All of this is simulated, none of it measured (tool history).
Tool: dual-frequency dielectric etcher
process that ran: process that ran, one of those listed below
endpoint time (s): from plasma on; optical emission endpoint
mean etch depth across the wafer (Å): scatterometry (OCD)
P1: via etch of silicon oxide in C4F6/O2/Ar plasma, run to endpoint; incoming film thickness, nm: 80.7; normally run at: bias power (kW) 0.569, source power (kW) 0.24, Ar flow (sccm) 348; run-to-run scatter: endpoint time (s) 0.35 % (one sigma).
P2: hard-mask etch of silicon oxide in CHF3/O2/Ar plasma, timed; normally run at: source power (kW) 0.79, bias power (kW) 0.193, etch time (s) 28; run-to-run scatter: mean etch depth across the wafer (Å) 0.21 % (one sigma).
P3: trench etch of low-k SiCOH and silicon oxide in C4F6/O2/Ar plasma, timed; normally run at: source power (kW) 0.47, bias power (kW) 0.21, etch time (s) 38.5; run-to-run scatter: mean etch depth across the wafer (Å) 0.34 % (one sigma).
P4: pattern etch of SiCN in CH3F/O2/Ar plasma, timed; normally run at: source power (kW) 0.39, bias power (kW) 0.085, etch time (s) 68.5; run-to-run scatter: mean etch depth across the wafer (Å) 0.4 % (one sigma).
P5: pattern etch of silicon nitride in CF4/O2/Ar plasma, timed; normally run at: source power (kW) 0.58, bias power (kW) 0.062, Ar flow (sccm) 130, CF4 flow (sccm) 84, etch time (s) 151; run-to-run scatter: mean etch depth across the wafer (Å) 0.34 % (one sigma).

run     day  process that ran  bias power (kW)  source power (kW)  Ar flow (sccm)  etch time (s)  CF4 flow (sccm)  hours since the last wet clean  hours since the last bias power generator calibration  hours since the last source power generator calibration  hours since the last Ar flow controller change  endpoint time (s)  mean etch depth across the wafer (Å)
  1   0.442                P1            0.569               0.24             348                                                           257.2                                                    704                                                    670.9                                           352.8             20.611
  2   0.825                P2            0.193               0.96                             28                                            266.4                                                  713.2                                                    680.1                                             362                                                   705.47
  3   1.142                P4            0.085               0.39                           46.5                                              274                                                  720.8                                                    687.7                                           369.6                                                   181.31
  4   1.558                P2            0.237               0.79                             28                                              284                                                  730.8                                                    697.7                                           379.6                                                   701.61
  5   2.062                P2            0.193               0.79                             28                                            296.1                                                  742.9                                                    709.8                                           391.7                                                   650.99
  6     2.6                P1            0.569               0.24             252                                                             309                                                  755.8                                                    722.7                                           404.6             19.871
  7    3.15                P5            0.062               0.58             158            151               84                           322.2                                                    769                                                    735.9                                           417.8                                                   3284.2
  8     3.7                P1            0.409               0.24             348                                                           335.4                                                  782.2                                                    749.1                                             431             23.376
  9   4.079                P4            0.085               0.49                           68.5                                            344.5                                                  791.3                                                    758.2                                           440.1                                                   292.51
 10   4.571                P5            0.062               0.58             130           87.5               84                           356.3                                                  803.1                                                      770                                           451.9                                                   1939.9
 11   4.942                P3             0.21               0.47                           38.5                                            365.2                                                    812                                                    778.9                                           460.8                                                   1357.3
 12   5.571                P1            0.569               0.24             348                                                           380.3                                                  827.1                                                      794                                           475.9             20.697
      5.883  -- wet clean of the chamber
 13   6.042                P5            0.062               0.58             130            151               84                             3.9                                                  838.4                                                    805.3                                           487.2                                                   3350.6
 14   6.492                P5            0.042               0.58             130            151               84                            14.7                                                  849.2                                                    816.1                                             498                                                   2890.8
 15   6.908                P3             0.21               0.27                           38.5                                             24.7                                                  859.2                                                    826.1                                             508                                                   1084.7
 16   7.446                P1            0.569               0.24             348                                                            37.6                                                  872.1                                                      839                                           520.9             20.571
 17   8.025                P1            0.569               0.24             348                                                            51.5                                                    886                                                    852.9                                           534.8             20.528
 18   8.521                P3            0.148               0.47                           38.5                                             63.4                                                  897.9                                                    864.8                                           546.7                                                   1216.7
 19   9.021                P5            0.062               0.58             130            151               65                            75.4                                                  909.9                                                    876.8                                           558.7                                                     3230
 20   9.412                P2            0.193               0.79                           15.5                                             84.8                                                  919.3                                                    886.2                                           568.1                                                   361.17
 21  10.004                P1            0.569               0.18             290                                                              99                                                  933.5                                                    900.4                                           582.3             22.489
 22  10.504                P2            0.193               0.79                             28                                              111                                                  945.5                                                    912.4                                           594.3                                                   653.03
 23  10.896                P1            0.675               0.24             348                                                           120.4                                                  954.9                                                    921.8                                           603.7             19.246
 24  11.208                P3             0.21               0.47                           55.5                                            127.9                                                  962.4                                                    929.3                                           611.2                                                   1941.7
 25  11.725                P1            0.569               0.18             348                                                           140.3                                                  974.8                                                    941.7                                           623.6             22.982
 26   12.05                P4            0.085               0.39                           68.5                                            148.1                                                  982.6                                                    949.5                                           631.4                                                   266.93
 27  12.658                P1            0.569               0.24             348                                                           162.7                                                  997.2                                                    964.1                                             646              20.48
 28  13.075                P4             0.06               0.39                           68.5                                            172.7                                                 1007.2                                                    974.1                                             656                                                   236.45
 29  13.446                P1            0.569               0.33             348                                                           181.6                                                 1016.1                                                      983                                           664.9             18.401
 30  13.892                P5            0.062               0.39             130            151               84                           192.3                                                 1026.8                                                    993.7                                           675.6                                                   2382.9
 31  14.225                P1            0.569               0.24             466                                                           200.3                                                 1034.8                                                   1001.7                                           683.6             21.446
 32  14.729                P1            0.569               0.24             348                                                           212.4                                                 1046.9                                                   1013.8                                           695.7             20.564
 33  15.204                P1            0.569               0.24             348                                                           223.8                                                 1058.3                                                   1025.2                                           707.1             20.728
 34  15.621                P1            0.569               0.24             348                                                           233.8                                                 1068.3                                                   1035.2                                           717.1             20.773
 35  16.192                P1            0.569               0.24             348                                                           247.5                                                   1082                                                   1048.9                                           730.8             20.803
     16.804  -- wet clean of the chamber
 36  16.829                P1            0.569               0.24             348                                                             0.7                                                 1097.3                                                   1064.2                                           746.1             20.879
 37  17.167                P1            0.569               0.24             348                                                             8.8                                                 1105.4                                                   1072.3                                           754.2             20.902
 38  17.729                P1            0.569               0.24             348                                                            22.3                                                 1118.9                                                   1085.8                                           767.7              20.98
 39  18.271                P1            0.569               0.24             348                                                            35.3                                                 1131.9                                                   1098.8                                           780.7             20.857
 40  18.667                P1            0.569               0.24             348                                                            44.8                                                 1141.4                                                   1108.3                                           790.2             20.933
 41  19.204                P1            0.569               0.24             348                                                            57.7                                                 1154.3                                                   1121.2                                           803.1              20.98
 42  19.704                P1            0.569               0.24             348                                                            69.7                                                 1166.3                                                   1133.2                                           815.1             20.975
 43  20.358                P1            0.569               0.24             348                                                            85.4                                                   1182                                                   1148.9                                           830.8             20.801

What P1 gives has crept away from where it was. These 2 causes fit the log equally well, each at the size given:
A: source power that arrives under what is set, % = 4.65
B: bias power that arrives under what is set, % = 4.36
The creep began at about day 14.729.
Why every other cause is out:
chamber walls in a state that lowers the etch rate, %: serviced at day 16.804, which brought nothing back
Ar flow that arrives over what is set, %: at most 8, which would move endpoint time (s) by +0.9 %: too little, or the wrong way

4 check runs are offered, one wafer each, their results left as question marks. Which one tells the causes apart?
check 1  21.012                P3             0.21               0.34                           38.5                                                                                                                                                                                                                                                                         ?
check 2  21.012                P5            0.043               0.58             130            151               84                                                                                                                                                                                                                                                        ?
check 3  21.012                P4            0.061               0.39                           68.5                                                                                                                                                                                                                                                                         ?
check 4  21.012                P2            0.193               0.93                             28                                                                                                                                                                                                                                                                         ?

What each check would give under each cause:
  check                                result    if A    if B
check 1  mean etch depth across the wafer (Å)  1173.2  1177.5
check 2  mean etch depth across the wafer (Å)  2790.7  2859.8
check 3  mean etch depth across the wafer (Å)  233.95  234.65
check 4  mean etch depth across the wafer (Å)  682.62  685.11
How far apart the two closest causes lie, in the result that separates them most: check 1 0.37 %; check 2 2.44 %; check 3 0.3 %; check 4 0.36 %
Only check 2 tells the causes apart: in the others they would give nearly the same result.

Then check 2 was run and gave: mean etch depth across the wafer (Å) 2865.5. Which cause is it?

It is B: bias power that arrives under what is set, %.

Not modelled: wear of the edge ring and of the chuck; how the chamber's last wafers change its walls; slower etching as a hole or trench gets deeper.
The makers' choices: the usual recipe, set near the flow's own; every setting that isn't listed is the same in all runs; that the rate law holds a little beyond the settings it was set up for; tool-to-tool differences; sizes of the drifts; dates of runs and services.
